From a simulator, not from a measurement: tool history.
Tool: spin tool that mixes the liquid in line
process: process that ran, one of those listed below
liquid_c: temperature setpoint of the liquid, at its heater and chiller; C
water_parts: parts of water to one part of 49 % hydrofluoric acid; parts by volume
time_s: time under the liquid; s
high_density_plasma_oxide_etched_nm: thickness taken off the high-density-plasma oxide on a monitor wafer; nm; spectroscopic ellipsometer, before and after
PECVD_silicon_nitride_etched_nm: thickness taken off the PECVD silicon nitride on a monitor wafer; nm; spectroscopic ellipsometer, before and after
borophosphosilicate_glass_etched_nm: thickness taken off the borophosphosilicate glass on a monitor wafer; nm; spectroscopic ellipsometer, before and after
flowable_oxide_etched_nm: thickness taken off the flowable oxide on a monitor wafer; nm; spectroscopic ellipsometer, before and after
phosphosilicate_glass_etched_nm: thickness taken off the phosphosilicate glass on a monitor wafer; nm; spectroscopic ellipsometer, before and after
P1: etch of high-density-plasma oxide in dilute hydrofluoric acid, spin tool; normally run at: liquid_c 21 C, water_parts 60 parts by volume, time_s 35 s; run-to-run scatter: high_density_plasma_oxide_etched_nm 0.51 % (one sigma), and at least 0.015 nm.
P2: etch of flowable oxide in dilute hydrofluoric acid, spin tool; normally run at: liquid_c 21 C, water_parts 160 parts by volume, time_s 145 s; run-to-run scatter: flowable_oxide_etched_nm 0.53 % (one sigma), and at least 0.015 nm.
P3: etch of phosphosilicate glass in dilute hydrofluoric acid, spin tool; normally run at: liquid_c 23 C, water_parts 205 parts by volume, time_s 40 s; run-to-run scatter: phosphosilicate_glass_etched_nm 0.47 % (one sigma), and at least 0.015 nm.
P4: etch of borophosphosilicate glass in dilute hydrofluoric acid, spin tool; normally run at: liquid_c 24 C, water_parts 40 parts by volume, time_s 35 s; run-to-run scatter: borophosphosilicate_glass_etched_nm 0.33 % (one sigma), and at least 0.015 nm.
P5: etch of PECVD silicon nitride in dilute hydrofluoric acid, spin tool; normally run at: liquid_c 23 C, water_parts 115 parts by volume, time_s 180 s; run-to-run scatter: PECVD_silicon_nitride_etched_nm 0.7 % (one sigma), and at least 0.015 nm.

| run | hour | process | liquid_c | water_parts | time_s | hours since the thermometer was replaced | hours since the hydrofluoric acid flow meter was replaced | high_density_plasma_oxide_etched_nm | PECVD_silicon_nitride_etched_nm | borophosphosilicate_glass_etched_nm | flowable_oxide_etched_nm | phosphosilicate_glass_etched_nm |
|---|---|---|---|---|---|---|---|---|---|---|---|---|
| 1 | 7.1 | P1 | 21 | 60 | 35 | 1338.6 | 845.2 | 6.0136 |  |  |  |  |
| 2 | 16.7 | P5 | 23 | 115 | 25 | 1348.2 | 854.8 |  | 0.36225 |  |  |  |
| 3 | 26.8 | P1 | 27 | 60 | 20 | 1358.3 | 864.9 | 4.4324 |  |  |  |  |
| 4 | 37.2 | P1 | 17 | 60 | 35 | 1368.7 | 875.3 | 5.1319 |  |  |  |  |
| 5 | 44 | P4 | 24 | 20 | 35 | 1375.5 | 882.1 |  |  | 69.835 |  |  |
| 6 | 50.9 | P5 | 23 | 115 | 180 | 1382.4 | 889 |  | 2.8464 |  |  |  |
| 7 | 59.9 | P5 | 23 | 210 | 180 | 1391.4 | 898 |  | 1.5735 |  |  |  |
| 8 | 69.9 | P1 | 21 | 60 | 35 | 1401.4 | 908 | 6.0598 |  |  |  |  |
| 9 | 80.5 | P1 | 21 | 60 | 35 | 1412 | 918.6 | 6.0507 |  |  |  |  |
| 10 | 91.1 | P2 | 21 | 30 | 145 | 1422.6 | 929.2 |  |  |  | 202.54 |  |
| 11 | 102.3 | P3 | 23 | 205 | 40 | 1433.8 | 940.4 |  |  |  |  | 16.508 |
| 12 | 111 | P1 | 21 | 60 | 35 | 1442.5 | 949.1 | 6.0269 |  |  |  |  |
| 13 | 118.3 | P1 | 17 | 60 | 65 | 1449.8 | 956.4 | 9.5281 |  |  |  |  |
| 14 | 129.6 | P1 | 21 | 80 | 35 | 1461.1 | 967.7 | 4.4046 |  |  |  |  |
| 15 | 140.9 | P1 | 21 | 60 | 65 | 1472.4 | 979 | 11.28 |  |  |  |  |
| 16 | 148.3 | P2 | 21 | 160 | 145 | 1479.8 | 986.4 |  |  |  | 32.539 |  |
| 17 | 158.3 | P2 | 25 | 160 | 145 | 1489.8 | 996.4 |  |  |  | 38.219 |  |
| 18 | 167.2 | P5 | 23 | 115 | 180 | 1498.7 | 1005.3 |  | 2.8462 |  |  |  |
| 19 | 172.7 | P1 | 21 | 60 | 20 | 1504.2 | 1010.8 | 3.4446 |  |  |  |  |
| 20 | 179.7 | P4 | 24 | 40 | 35 | 1511.2 | 1017.8 |  |  | 33.948 |  |  |
| 21 | 187.8 | P1 | 21 | 20 | 35 | 1519.3 | 1025.9 | 19.034 |  |  |  |  |
| 22 | 195.6 | P4 | 24 | 40 | 35 | 1527.1 | 1033.7 |  |  | 34.005 |  |  |
| 23 | 203.3 | P2 | 21 | 160 | 15 | 1534.8 | 1041.4 |  |  |  | 3.3875 |  |
| 24 | 214.3 | P3 | 23 | 75 | 40 | 1545.8 | 1052.4 |  |  |  |  | 52.18 |
| 25 | 220.5 | P3 | 23 | 205 | 75 | 1552 | 1058.6 |  |  |  |  | 30.823 |
| 26 | 231.8 | P1 | 28.5 | 60 | 35 | 1563.3 | 1069.9 | 8.1431 |  |  |  |  |
| 27 | 239 | P4 | 17 | 40 | 35 | 1570.5 | 1077.1 |  |  | 25.144 |  |  |
| 28 | 249 | P5 | 17 | 115 | 180 | 1580.5 | 1087.1 |  | 1.876 |  |  |  |
| 29 | 260 | P1 | 21 | 60 | 35 | 1591.5 | 1098.1 | 5.9966 |  |  |  |  |
| 30 | 269.5 | P3 | 19 | 205 | 40 | 1601 | 1107.6 |  |  |  |  | 14.211 |
| 31 | 278.1 | P4 | 24 | 40 | 15 | 1609.6 | 1116.2 |  |  | 14.576 |  |  |
| 32 | 289.4 | P1 | 21 | 60 | 35 | 1620.9 | 1127.5 | 6.063 |  |  |  |  |
| 33 | 298.5 | P1 | 21 | 60 | 35 | 1630 | 1136.6 | 5.9092 |  |  |  |  |
| 34 | 305.2 | P1 | 21 | 60 | 35 | 1636.7 | 1143.3 | 5.7855 |  |  |  |  |
| 35 | 311.8 | P1 | 21 | 60 | 35 | 1643.3 | 1149.9 | 5.7793 |  |  |  |  |
| 36 | 322.6 | P1 | 21 | 60 | 35 | 1654.1 | 1160.7 | 5.7182 |  |  |  |  |
| 37 | 327.9 | P1 | 21 | 60 | 35 | 1659.4 | 1166 | 5.6904 |  |  |  |  |
| 38 | 336.4 | P1 | 21 | 60 | 35 | 1667.9 | 1174.5 | 5.751 |  |  |  |  |
| 39 | 345.6 | P1 | 21 | 60 | 35 | 1677.1 | 1183.7 | 5.6529 |  |  |  |  |
| 40 | 351.8 | P1 | 21 | 60 | 35 | 1683.3 | 1189.9 | 5.6388 |  |  |  |  |
| 41 | 358.1 | P1 | 21 | 60 | 35 | 1689.6 | 1196.2 | 5.655 |  |  |  |  |

What P1 gives has crept away from where it was. These 2 causes fit the log equally well, each at the size given:
A: hydrofluoric acid flow below the setpoint (%) = 5.8
B: liquid colder than its thermometer reads (K) = 1.53
The creep began at about hour 289.4.

4 check runs are offered, each on 5 wafers whose results are averaged, their results left as question marks. Which one tells the causes apart?
| check 1 | 364.4 | P3 | 19.5 | 75 | 40 |  |  |  |  |  |  | ? |
| check 2 | 364.4 | P5 | 23 | 115 | 110 |  |  |  | ? |  |  |  |
| check 3 | 364.4 | P4 | 24 | 20 | 35 |  |  |  |  | ? |  |  |
| check 4 | 364.4 | P2 | 21 | 40 | 35 |  |  |  |  |  | ? |  |

What each check would give under each cause:
| check | result | if A | if B |
|---|---|---|---|
| check 1 | phosphosilicate_glass_etched_nm | 42.299 | 42.32 |
| check 2 | PECVD_silicon_nitride_etched_nm | 1.6207 | 1.5528 |
| check 3 | borophosphosilicate_glass_etched_nm | 65.736 | 65.5 |
| check 4 | flowable_oxide_etched_nm | 33.959 | 33.871 |
How far apart the two closest causes lie, in the result that separates them most: check 1 0.05 %; check 2 4.28 %; check 3 0.36 %; check 4 0.26 %
Only check 2 tells the causes apart: in the others they would give nearly the same result.

Check 2 was then run and gave: PECVD_silicon_nitride_etched_nm 1.5426 nm. Which cause is it?

It is B: liquid colder than its thermometer reads (K).
